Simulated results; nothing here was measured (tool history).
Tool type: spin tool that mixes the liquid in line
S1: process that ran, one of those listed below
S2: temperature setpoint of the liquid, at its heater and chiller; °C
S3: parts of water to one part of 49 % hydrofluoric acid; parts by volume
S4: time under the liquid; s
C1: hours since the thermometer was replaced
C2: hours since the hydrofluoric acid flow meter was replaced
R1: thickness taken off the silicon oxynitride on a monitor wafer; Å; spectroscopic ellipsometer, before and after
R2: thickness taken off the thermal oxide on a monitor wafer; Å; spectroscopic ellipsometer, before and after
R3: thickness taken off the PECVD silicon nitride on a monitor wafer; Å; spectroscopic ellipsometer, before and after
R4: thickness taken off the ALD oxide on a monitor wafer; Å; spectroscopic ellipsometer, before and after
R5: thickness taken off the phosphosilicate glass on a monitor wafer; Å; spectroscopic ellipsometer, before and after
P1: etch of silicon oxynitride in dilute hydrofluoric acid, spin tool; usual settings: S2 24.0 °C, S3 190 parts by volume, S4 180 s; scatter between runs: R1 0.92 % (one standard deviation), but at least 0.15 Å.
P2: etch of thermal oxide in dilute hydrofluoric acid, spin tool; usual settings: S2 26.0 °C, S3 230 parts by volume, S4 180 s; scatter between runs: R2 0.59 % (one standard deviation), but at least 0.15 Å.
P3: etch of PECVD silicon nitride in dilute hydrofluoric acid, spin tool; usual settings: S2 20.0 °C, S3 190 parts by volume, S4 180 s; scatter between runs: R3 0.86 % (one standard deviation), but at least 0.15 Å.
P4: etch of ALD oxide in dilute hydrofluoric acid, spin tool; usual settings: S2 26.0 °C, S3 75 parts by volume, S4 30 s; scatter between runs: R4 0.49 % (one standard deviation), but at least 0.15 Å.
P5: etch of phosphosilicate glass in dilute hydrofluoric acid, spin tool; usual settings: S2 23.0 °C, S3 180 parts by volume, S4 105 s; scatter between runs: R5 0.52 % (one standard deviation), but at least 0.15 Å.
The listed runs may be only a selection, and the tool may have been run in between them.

Run 1, day 0.258: S1 P1, S2 24.0 °C, S3 190 parts by volume, S4 180 s; C1 1094.9; C2 264.4. Result: R1 29.6260 Å.
Run 2, day 0.700: S1 P1, S2 24.0 °C, S3 350 parts by volume, S4 180 s; C1 1105.5; C2 275.0. Result: R1 13.9030 Å.
Run 3, day 1.079: S1 P2, S2 26.0 °C, S3 230 parts by volume, S4 180 s; C1 1114.6; C2 284.1. Result: R2 35.5880 Å.
Run 4, day 1.442: S1 P1, S2 24.0 °C, S3 190 parts by volume, S4 300 s; C1 1123.3; C2 292.8. Result: R1 48.2730 Å.
Run 5, day 1.871: S1 P1, S2 24.0 °C, S3 55 parts by volume, S4 180 s; C1 1133.6; C2 303.1. Result: R1 112.6700 Å.
Run 6, day 2.112: S1 P1, S2 24.0 °C, S3 100 parts by volume, S4 100 s; C1 1139.4; C2 308.9. Result: R1 32.8150 Å.
Run 7, day 2.350: S1 P3, S2 20.0 °C, S3 190 parts by volume, S4 70 s; C1 1145.1; C2 314.6. Result: R3 9.2832 Å.
Run 8, day 2.804: S1 P4, S2 26.0 °C, S3 20 parts by volume, S4 30 s; C1 1156.0; C2 325.5. Result: R4 278.460 Å.
Run 9, day 3.238: S1 P1, S2 20.5 °C, S3 190 parts by volume, S4 15 s; C1 1166.4; C2 335.9. Result: R1 2.0908 Å.
Run 10, day 3.700: S1 P1, S2 24.0 °C, S3 190 parts by volume, S4 180 s; C1 1177.5; C2 347.0. Result: R1 28.9000 Å.
Run 11, day 3.950: S1 P5, S2 23.0 °C, S3 180 parts by volume, S4 35 s; C1 1183.5; C2 353.0. Result: R5 129.21 Å.
Run 12, day 4.296: S1 P5, S2 23.0 °C, S3 180 parts by volume, S4 105 s; C1 1191.8; C2 361.3. Result: R5 388.40 Å.
Run 13, day 4.529: S1 P1, S2 30.5 °C, S3 190 parts by volume, S4 180 s; C1 1197.4; C2 366.9. Result: R1 38.3210 Å.
Run 14, day 4.858: S1 P3, S2 20.0 °C, S3 55 parts by volume, S4 180 s; C1 1205.3; C2 374.8. Result: R3 79.9420 Å.
Run 15, day 5.071: S1 P2, S2 19.0 °C, S3 230 parts by volume, S4 180 s; C1 1210.4; C2 379.9. Result: R2 27.2820 Å.
Run 16, day 5.296: S1 P5, S2 23.0 °C, S3 180 parts by volume, S4 105 s; C1 1215.8; C2 385.3. Result: R5 386.73 Å.
Run 17, day 5.762: S1 P2, S2 26.0 °C, S3 230 parts by volume, S4 15 s; C1 1227.0; C2 396.5. Result: R2 3.0018 Å.
Run 18, day 6.088: S1 P1, S2 24.0 °C, S3 190 parts by volume, S4 180 s; C1 1234.8; C2 404.3. Result: R1 29.4640 Å.
Run 19, day 6.483: S1 P3, S2 20.0 °C, S3 190 parts by volume, S4 180 s; C1 1244.3; C2 413.8. Result: R3 23.6990 Å.
Run 20, day 6.900: S1 P3, S2 17.0 °C, S3 190 parts by volume, S4 180 s; C1 1254.3; C2 423.8. Result: R3 19.7000 Å.
Run 21, day 7.292: S1 P1, S2 24.0 °C, S3 190 parts by volume, S4 15 s; C1 1263.7; C2 433.2. Result: R1 2.6243 Å.
Run 22, day 7.742: S1 P1, S2 24.0 °C, S3 190 parts by volume, S4 180 s; C1 1274.5; C2 444.0. Result: R1 28.9100 Å.
Run 23, day 8.029: S1 P3, S2 20.0 °C, S3 190 parts by volume, S4 180 s; C1 1281.4; C2 450.9. Result: R3 23.8630 Å.
Run 24, day 8.283: S1 P4, S2 26.0 °C, S3 75 parts by volume, S4 30 s; C1 1287.5; C2 457.0. Result: R4 69.426 Å.
Run 25, day 8.621: S1 P5, S2 17.0 °C, S3 180 parts by volume, S4 105 s; C1 1295.6; C2 465.1. Result: R5 306.82 Å.
At day 8.658: hydrofluoric acid flow meter replaced.
Run 26, day 8.967: S1 P2, S2 26.0 °C, S3 35 parts by volume, S4 180 s; C1 1303.9; C2 7.4. Result: R2 298.9700 Å.
Run 27, day 9.346: S1 P1, S2 24.0 °C, S3 190 parts by volume, S4 180 s; C1 1313.0; C2 16.5. Result: R1 28.7480 Å.
Run 28, day 9.571: S1 P1, S2 18.0 °C, S3 190 parts by volume, S4 180 s; C1 1318.4; C2 21.9. Result: R1 21.6640 Å.
Run 29, day 10.008: S1 P4, S2 19.0 °C, S3 75 parts by volume, S4 30 s; C1 1328.9; C2 32.4. Result: R4 51.415 Å.
Run 30, day 10.262: S1 P4, S2 26.0 °C, S3 75 parts by volume, S4 45 s; C1 1335.0; C2 38.5. Result: R4 102.640 Å.
Run 31, day 10.504: S1 P5, S2 23.0 °C, S3 40 parts by volume, S4 105 s; C1 1340.8; C2 44.3. Result: R5 2050.40 Å.
Run 32, day 10.800: S1 P1, S2 24.0 °C, S3 190 parts by volume, S4 180 s; C1 1347.9; C2 51.4. Result: R1 29.0370 Å.
Run 33, day 11.146: S1 P1, S2 24.0 °C, S3 190 parts by volume, S4 180 s; C1 1356.2; C2 59.7. Result: R1 28.2260 Å.
Run 34, day 11.500: S1 P1, S2 24.0 °C, S3 190 parts by volume, S4 180 s; C1 1364.7; C2 68.2. Result: R1 27.7740 Å.
Run 35, day 11.746: S1 P1, S2 24.0 °C, S3 190 parts by volume, S4 180 s; C1 1370.6; C2 74.1. Result: R1 27.5090 Å.
Run 36, day 12.167: S1 P1, S2 24.0 °C, S3 190 parts by volume, S4 180 s; C1 1380.7; C2 84.2. Result: R1 27.3520 Å.
Run 37, day 12.621: S1 P1, S2 24.0 °C, S3 190 parts by volume, S4 180 s; C1 1391.6; C2 95.1. Result: R1 26.8950 Å.
Run 38, day 12.954: S1 P1, S2 24.0 °C, S3 190 parts by volume, S4 180 s; C1 1399.6; C2 103.1. Result: R1 26.9950 Å.

P1 no longer gives what it gave before; its output has crept away from where it was. The following 2 causes, each at its listed size, fit the log equally well:
A: liquid colder than its thermometer reads (K) = 1.47
B: hydrofluoric acid flow below the setpoint (%) = 5.59
The process output started creeping at around day 10.800.

Consider the 4 check runs below, whose results appear as question marks and each of which averages 5 wafers. Which one distinguishes the causes, in that each cause would give it a clearly different result?
Run check 1, day 13.288: S1 P5, S2 18.0 °C, S3 125 parts by volume, S4 105 s. Result: R5 ?.
Run check 2, day 13.288: S1 P3, S2 17.0 °C, S3 190 parts by volume, S4 180 s. Result: R3 ?.
Run check 3, day 13.288: S1 P2, S2 26.0 °C, S3 50 parts by volume, S4 180 s. Result: R2 ?.
Run check 4, day 13.288: S1 P4, S2 22.5 °C, S3 30 parts by volume, S4 30 s. Result: R4 ?.

If the cause were each of the candidates in turn, the checks would give the following:
  check  result      if A      if B
check 1      R5    459.00    457.12
check 2      R3   17.7320   18.5480
check 3      R2  192.5100  192.1700
check 4      R4   148.590   148.980
Per-check spread between the two closest causes, in the result where they differ most: check 1 0.41 %; check 2 4.5 %; check 3 0.17 %; check 4 0.26 %
Check 2 is the one run that separates the causes; every other check would come out nearly the same whichever cause is at work.

Running check 2 produced the following: R3 18.5630 Å. Which one of the listed causes fits?

Of the candidate causes, it is B: hydrofluoric acid flow below the setpoint (%).

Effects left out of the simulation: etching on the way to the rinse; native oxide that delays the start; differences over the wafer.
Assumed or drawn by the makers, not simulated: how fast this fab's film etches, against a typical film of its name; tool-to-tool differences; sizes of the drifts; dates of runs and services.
